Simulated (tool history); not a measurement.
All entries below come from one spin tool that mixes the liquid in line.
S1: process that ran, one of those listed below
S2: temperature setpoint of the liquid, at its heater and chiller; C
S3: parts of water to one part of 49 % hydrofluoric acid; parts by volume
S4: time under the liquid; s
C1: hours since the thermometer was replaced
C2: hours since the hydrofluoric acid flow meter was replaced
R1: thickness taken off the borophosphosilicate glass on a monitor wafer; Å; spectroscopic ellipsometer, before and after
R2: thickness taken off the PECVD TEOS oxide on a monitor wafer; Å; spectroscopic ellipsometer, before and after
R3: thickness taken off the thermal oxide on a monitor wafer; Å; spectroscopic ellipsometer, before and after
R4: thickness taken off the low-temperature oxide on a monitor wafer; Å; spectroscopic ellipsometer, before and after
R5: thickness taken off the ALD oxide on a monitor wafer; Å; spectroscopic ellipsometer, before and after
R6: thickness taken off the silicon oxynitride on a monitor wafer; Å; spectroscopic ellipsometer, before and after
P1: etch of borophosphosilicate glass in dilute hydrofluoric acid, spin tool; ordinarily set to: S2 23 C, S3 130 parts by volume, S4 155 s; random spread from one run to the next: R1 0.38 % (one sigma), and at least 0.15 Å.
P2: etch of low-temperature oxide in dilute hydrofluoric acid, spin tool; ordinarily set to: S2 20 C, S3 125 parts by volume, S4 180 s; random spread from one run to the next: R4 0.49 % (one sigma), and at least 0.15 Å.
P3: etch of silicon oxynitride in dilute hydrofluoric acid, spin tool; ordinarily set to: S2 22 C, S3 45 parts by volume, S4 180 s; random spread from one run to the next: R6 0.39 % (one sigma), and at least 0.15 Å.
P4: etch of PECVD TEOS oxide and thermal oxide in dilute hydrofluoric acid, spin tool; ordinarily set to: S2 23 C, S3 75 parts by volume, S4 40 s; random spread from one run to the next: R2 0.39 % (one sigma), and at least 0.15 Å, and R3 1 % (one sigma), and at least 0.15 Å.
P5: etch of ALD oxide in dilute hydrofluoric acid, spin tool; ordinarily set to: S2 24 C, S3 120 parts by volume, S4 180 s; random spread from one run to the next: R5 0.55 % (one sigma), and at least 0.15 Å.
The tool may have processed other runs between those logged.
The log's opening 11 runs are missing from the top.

run 12 hour=46.7 | S1=P5 S2=24 S3=120 S4=325 | C1=1298 C2=28.6 | R5=458.29
run 13 hour=51.4 | S1=P4 S2=23 S3=75 S4=40 | C1=1302.7 C2=33.3 | R2=97.74 R3=25.509
run 14 hour=56.4 | S1=P2 S2=17 S3=125 S4=180 | C1=1307.7 C2=38.3 | R4=114.41
run 15 hour=59.4 | S1=P3 S2=22 S3=45 S4=180 | C1=1310.7 C2=41.3 | R6=54.283
run 16 hour=61.9 | S1=P2 S2=20 S3=45 S4=180 | C1=1313.2 C2=43.8 | R4=391.87
run 17 hour=66.4 | S1=P1 S2=17 S3=130 S4=155 | C1=1317.7 C2=48.3 | R1=288.63
-- hour=68 thermometer replaced
run 18 hour=70.5 | S1=P3 S2=22 S3=45 S4=60 | C1=2.6 C2=52.4 | R6=18.175
run 19 hour=75.9 | S1=P1 S2=23 S3=130 S4=295 | C1=8 C2=57.8 | R1=691.97
run 20 hour=79.6 | S1=P5 S2=24 S3=120 S4=180 | C1=11.7 C2=61.5 | R5=253.15
run 21 hour=83.3 | S1=P3 S2=17 S3=45 S4=180 | C1=15.4 C2=65.2 | R6=42.066
run 22 hour=88.8 | S1=P1 S2=18.5 S3=60 S4=155 | C1=20.9 C2=70.7 | R1=713.05
run 23 hour=93.5 | S1=P3 S2=22 S3=45 S4=180 | C1=25.6 C2=75.4 | R6=54.172
run 24 hour=96 | S1=P2 S2=20 S3=125 S4=290 | C1=28.1 C2=77.9 | R4=208.85
run 25 hour=101.3 | S1=P1 S2=23 S3=130 S4=85 | C1=33.4 C2=83.2 | R1=200.78
run 26 hour=106.2 | S1=P5 S2=19 S3=120 S4=180 | C1=38.3 C2=88.1 | R5=203.73
run 27 hour=111.9 | S1=P1 S2=23 S3=80 S4=155 | C1=44 C2=93.8 | R1=628.63
run 28 hour=114.5 | S1=P1 S2=23 S3=130 S4=155 | C1=46.6 C2=96.4 | R1=368.06

Expected results for the next run?
run 29 hour=117.4 | S1=P1 S2=28 S3=130 S4=155 | C1=49.5 C2=99.3 | R1=?

{"run 29": {"R1": 443.7}}
